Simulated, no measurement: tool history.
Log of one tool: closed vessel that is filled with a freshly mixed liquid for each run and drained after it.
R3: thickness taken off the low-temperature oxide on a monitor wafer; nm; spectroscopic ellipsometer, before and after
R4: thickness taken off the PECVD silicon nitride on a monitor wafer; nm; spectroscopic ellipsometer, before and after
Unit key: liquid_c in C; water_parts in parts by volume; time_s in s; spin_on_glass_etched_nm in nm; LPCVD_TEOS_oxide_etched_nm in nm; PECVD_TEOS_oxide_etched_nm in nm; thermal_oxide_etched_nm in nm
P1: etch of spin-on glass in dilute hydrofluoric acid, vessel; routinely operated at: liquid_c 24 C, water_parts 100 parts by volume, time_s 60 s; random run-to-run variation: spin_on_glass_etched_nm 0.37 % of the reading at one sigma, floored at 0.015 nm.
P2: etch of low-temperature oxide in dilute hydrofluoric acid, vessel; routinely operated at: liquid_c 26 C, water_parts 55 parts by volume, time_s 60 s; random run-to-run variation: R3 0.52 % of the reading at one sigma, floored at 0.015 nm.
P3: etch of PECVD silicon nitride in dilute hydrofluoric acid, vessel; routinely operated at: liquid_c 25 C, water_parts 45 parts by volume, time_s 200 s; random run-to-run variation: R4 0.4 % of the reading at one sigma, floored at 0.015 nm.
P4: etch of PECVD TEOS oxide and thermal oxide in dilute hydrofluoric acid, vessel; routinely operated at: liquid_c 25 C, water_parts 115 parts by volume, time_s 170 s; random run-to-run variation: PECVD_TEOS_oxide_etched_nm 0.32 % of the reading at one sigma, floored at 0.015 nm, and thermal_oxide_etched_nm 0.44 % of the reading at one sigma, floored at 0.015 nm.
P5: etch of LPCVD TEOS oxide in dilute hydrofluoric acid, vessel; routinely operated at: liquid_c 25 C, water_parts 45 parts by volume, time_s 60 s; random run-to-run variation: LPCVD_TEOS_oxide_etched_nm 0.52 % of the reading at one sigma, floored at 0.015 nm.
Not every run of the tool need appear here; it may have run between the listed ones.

{"run": 1, "hour": 10.1, "process": "P1", "liquid_c": 24, "water_parts": 100, "time_s": 60, "spin_on_glass_etched_nm": 40.393}
{"run": 2, "hour": 23.7, "process": "P5", "liquid_c": 25, "water_parts": 45, "time_s": 60, "LPCVD_TEOS_oxide_etched_nm": 29.19}
{"run": 3, "hour": 37.2, "process": "P1", "liquid_c": 27.5, "water_parts": 60, "time_s": 60, "spin_on_glass_etched_nm": 80.9}
{"run": 4, "hour": 51.3, "process": "P1", "liquid_c": 17, "water_parts": 100, "time_s": 60, "spin_on_glass_etched_nm": 30.249}
{"run": 5, "hour": 61.7, "process": "P2", "liquid_c": 26, "water_parts": 80, "time_s": 60, "R3": 12.881}
{"run": 6, "hour": 73.6, "process": "P1", "liquid_c": 24, "water_parts": 100, "time_s": 60, "spin_on_glass_etched_nm": 40.572}
{"run": 7, "hour": 89.8, "process": "P3", "liquid_c": 25, "water_parts": 45, "time_s": 80, "R4": 10.705}
{"run": 8, "hour": 103.0, "process": "P1", "liquid_c": 24, "water_parts": 100, "time_s": 60, "spin_on_glass_etched_nm": 40.6}
{"run": 9, "hour": 111.5, "process": "P1", "liquid_c": 31.5, "water_parts": 100, "time_s": 105, "spin_on_glass_etched_nm": 93.811}
{"run": 10, "hour": 126.4, "process": "P1", "liquid_c": 24, "water_parts": 100, "time_s": 60, "spin_on_glass_etched_nm": 40.409}
{"run": 11, "hour": 140.5, "process": "P1", "liquid_c": 30, "water_parts": 100, "time_s": 60, "spin_on_glass_etched_nm": 50.858}
{"run": 12, "hour": 156.6, "process": "P5", "liquid_c": 25, "water_parts": 20, "time_s": 60, "LPCVD_TEOS_oxide_etched_nm": 67.877}
{"run": 13, "hour": 173.0, "process": "P5", "liquid_c": 19.5, "water_parts": 45, "time_s": 60, "LPCVD_TEOS_oxide_etched_nm": 23.068}
{"run": 14, "hour": 183.4, "process": "P2", "liquid_c": 34, "water_parts": 55, "time_s": 60, "R3": 26.562}
{"run": 15, "hour": 201.1, "process": "P1", "liquid_c": 24, "water_parts": 100, "time_s": 30, "spin_on_glass_etched_nm": 20.004}
{"run": 16, "hour": 218.8, "process": "P1", "liquid_c": 24, "water_parts": 20, "time_s": 30, "spin_on_glass_etched_nm": 112.17}
{"run": 17, "hour": 235.5, "process": "P2", "liquid_c": 26, "water_parts": 55, "time_s": 115, "R3": 37.074}
{"run": 18, "hour": 249.7, "process": "P4", "liquid_c": 25, "water_parts": 215, "time_s": 170, "PECVD_TEOS_oxide_etched_nm": 8.094, "thermal_oxide_etched_nm": 3.4866}
{"run": 19, "hour": 266.2, "process": "P5", "liquid_c": 25, "water_parts": 45, "time_s": 60, "LPCVD_TEOS_oxide_etched_nm": 29.041}
{"run": 20, "hour": 277.0, "process": "P5", "liquid_c": 25, "water_parts": 45, "time_s": 30, "LPCVD_TEOS_oxide_etched_nm": 14.598}
{"run": 21, "hour": 289.8, "process": "P1", "liquid_c": 24, "water_parts": 155, "time_s": 60, "spin_on_glass_etched_nm": 24.377}
{"run": 22, "hour": 304.3, "process": "P3", "liquid_c": 19.5, "water_parts": 45, "time_s": 200, "R4": 18.115}
{"run": 23, "hour": 317.0, "process": "P4", "liquid_c": 18.5, "water_parts": 115, "time_s": 170, "PECVD_TEOS_oxide_etched_nm": 13.084, "thermal_oxide_etched_nm": 5.6752}
{"run": 24, "hour": 334.2, "process": "P3", "liquid_c": 25, "water_parts": 25, "time_s": 200, "R4": 47.074}
{"run": 25, "hour": 349.0, "process": "P4", "liquid_c": 25, "water_parts": 115, "time_s": 250, "PECVD_TEOS_oxide_etched_nm": 24.944, "thermal_oxide_etched_nm": 10.818}
{"run": 26, "hour": 360.2, "process": "P1", "liquid_c": 24, "water_parts": 100, "time_s": 100, "spin_on_glass_etched_nm": 67.263}
{"run": 27, "hour": 370.0, "process": "P1", "liquid_c": 24, "water_parts": 55, "time_s": 60, "spin_on_glass_etched_nm": 77.569}
{"run": 28, "hour": 385.3, "process": "P3", "liquid_c": 25, "water_parts": 45, "time_s": 200, "R4": 26.723}
{"run": 29, "hour": 401.0, "process": "P4", "liquid_c": 25, "water_parts": 115, "time_s": 170, "PECVD_TEOS_oxide_etched_nm": 16.881, "thermal_oxide_etched_nm": 7.3603}
{"run": 30, "hour": 409.3, "process": "P4", "liquid_c": 25, "water_parts": 115, "time_s": 170, "PECVD_TEOS_oxide_etched_nm": 16.893, "thermal_oxide_etched_nm": 7.3549}
{"run": 31, "hour": 425.0, "process": "P1", "liquid_c": 24, "water_parts": 100, "time_s": 60, "spin_on_glass_etched_nm": 40.475}
{"run": 32, "hour": 440.3, "process": "P2", "liquid_c": 26, "water_parts": 55, "time_s": 60, "R3": 19.525}
{"run": 33, "hour": 449.5, "process": "P1", "liquid_c": 24, "water_parts": 100, "time_s": 60, "spin_on_glass_etched_nm": 39.958}
{"run": 34, "hour": 457.5, "process": "P1", "liquid_c": 24, "water_parts": 100, "time_s": 60, "spin_on_glass_etched_nm": 40.984}
{"run": 35, "hour": 473.6, "process": "P1", "liquid_c": 24, "water_parts": 100, "time_s": 60, "spin_on_glass_etched_nm": 42.04}
{"run": 36, "hour": 491.3, "process": "P1", "liquid_c": 24, "water_parts": 100, "time_s": 60, "spin_on_glass_etched_nm": 42.359}
{"run": 37, "hour": 499.4, "process": "P1", "liquid_c": 24, "water_parts": 100, "time_s": 60, "spin_on_glass_etched_nm": 42.656}
{"run": 38, "hour": 510.1, "process": "P1", "liquid_c": 24, "water_parts": 100, "time_s": 60, "spin_on_glass_etched_nm": 42.517}
{"run": 39, "hour": 519.6, "process": "P1", "liquid_c": 24, "water_parts": 100, "time_s": 60, "spin_on_glass_etched_nm": 42.926}
{"run": 40, "hour": 531.2, "process": "P1", "liquid_c": 24, "water_parts": 100, "time_s": 60, "spin_on_glass_etched_nm": 43.215}
{"run": 41, "hour": 540.8, "process": "P1", "liquid_c": 24, "water_parts": 100, "time_s": 60, "spin_on_glass_etched_nm": 42.802}

P1 has crept away from where it was. The log is fitted equally well by each of these 2 causes, at the sizes shown:
A: liquid hotter than its thermometer reads (K) = 1.49
B: hydrofluoric acid flow above the setpoint (%) = 5.35
The drift started at roughly hour 449.5.

The check runs listed below each take one wafer, and their results are still question marks. Under which run would the listed causes lead to clearly different results?
{"run": "check 1", "hour": 550.4, "process": "P3", "liquid_c": 25, "water_parts": 45, "time_s": 200, "R4": "?"}
{"run": "check 2", "hour": 550.4, "process": "P2", "liquid_c": 26, "water_parts": 55, "time_s": 60, "R3": "?"}
{"run": "check 3", "hour": 550.4, "process": "P4", "liquid_c": 25, "water_parts": 115, "time_s": 170, "PECVD_TEOS_oxide_etched_nm": "?", "thermal_oxide_etched_nm": "?"}
{"run": "check 4", "hour": 550.4, "process": "P5", "liquid_c": 25, "water_parts": 45, "time_s": 60, "LPCVD_TEOS_oxide_etched_nm": "?"}

Predicted outcomes, by check and by cause:
check=check_1 result=R4 if_A=29.357 if_B=27.97
check=check_2 result=R3 if_A=20.659 if_B=20.581
check=check_3 result=PECVD_TEOS_oxide_etched_nm if_A=17.919 if_B=17.953
check=check_3 result=thermal_oxide_etched_nm if_A=7.7776 if_B=7.7923
check=check_4 result=LPCVD_TEOS_oxide_etched_nm if_A=30.896 if_B=30.731
How far apart the two closest causes lie, in the result that separates them most: check 1 4.84 %; check 2 0.38 %; check 3 0.19 %; check 4 0.54 %
Check 1 tells the causes apart: in the others they would give nearly the same result.

Check 1 was then run and gave: R4 29.36 nm. Which cause is it?

A is the cause: liquid hotter than its thermometer reads (K).

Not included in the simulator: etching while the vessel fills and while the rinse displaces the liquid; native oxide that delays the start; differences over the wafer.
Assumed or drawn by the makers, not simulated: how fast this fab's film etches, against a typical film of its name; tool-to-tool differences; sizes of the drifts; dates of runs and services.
